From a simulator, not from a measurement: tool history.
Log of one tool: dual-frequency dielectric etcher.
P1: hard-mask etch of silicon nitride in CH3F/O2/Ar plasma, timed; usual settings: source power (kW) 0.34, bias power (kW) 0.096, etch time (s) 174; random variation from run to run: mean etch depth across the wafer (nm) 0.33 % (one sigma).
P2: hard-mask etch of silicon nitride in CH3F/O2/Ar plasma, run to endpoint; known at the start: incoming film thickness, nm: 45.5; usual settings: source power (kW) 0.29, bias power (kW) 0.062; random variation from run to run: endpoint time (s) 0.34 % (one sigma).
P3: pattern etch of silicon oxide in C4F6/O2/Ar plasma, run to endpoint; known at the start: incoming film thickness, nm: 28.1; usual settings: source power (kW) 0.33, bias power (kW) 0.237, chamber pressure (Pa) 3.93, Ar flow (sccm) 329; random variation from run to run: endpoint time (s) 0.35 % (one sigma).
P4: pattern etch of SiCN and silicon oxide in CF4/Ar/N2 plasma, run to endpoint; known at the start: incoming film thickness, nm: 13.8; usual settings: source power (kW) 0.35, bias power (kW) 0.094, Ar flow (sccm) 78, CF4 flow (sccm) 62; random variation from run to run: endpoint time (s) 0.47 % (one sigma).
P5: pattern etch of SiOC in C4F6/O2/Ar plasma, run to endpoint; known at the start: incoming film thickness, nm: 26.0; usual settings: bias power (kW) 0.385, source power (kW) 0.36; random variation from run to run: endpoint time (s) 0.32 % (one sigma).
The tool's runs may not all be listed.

run	hour	process that ran	source power (kW)	bias power (kW)	etch time (s)	chamber pressure (Pa)	Ar flow (sccm)	CF4 flow (sccm)	mean etch depth across the wafer (nm)	endpoint time (s)
1	11.4	P1	0.34	0.096	174				125.47	
2	19	P1	0.34	0.127	232.5				187.81	
3	29.5	P3	0.33	0.237		3.93	452			9.1379
4	39.4	P1	0.34	0.096	256.5				185.88	
5	46.1	P1	0.34	0.12	174				136.19	
6	56.3	P5	0.36	0.385						9.9431
7	71.3	P1	0.34	0.096	174				125.72	
8	82.6	P3	0.27	0.237		3.93	329			9.5243
9	89.1	P1	0.34	0.096	174				127.1	
10	101.2	P4	0.35	0.094			78	62		17.503
11	115.7	P4	0.21	0.094			78	62		27.505
12	126.5	P1	0.34	0.074	116				76.068	
13	139.2	P2	0.29	0.085						70.483
14	151.3	P2	0.29	0.062						77.921
15	161.9	P2	0.29	0.062						78.474
16	173.4	P3	0.33	0.289		3.93	329			8.2478
17	185.2	P1	0.25	0.096	174				112.24	
18	191.7	P5	0.29	0.385						10.818
19	202.9	P2	0.22	0.062						87.792
20	217.2	P1	0.34	0.096	109				78.939	
# hour 221.9: source power generator calibrated
21	227.6	P3	0.33	0.237		5.07	329			9.1403

The next listed run, before its measurement:
22	241.9	P4	0.35	0.094			78	62		?

Run 22 gave endpoint time (s) 17.468.
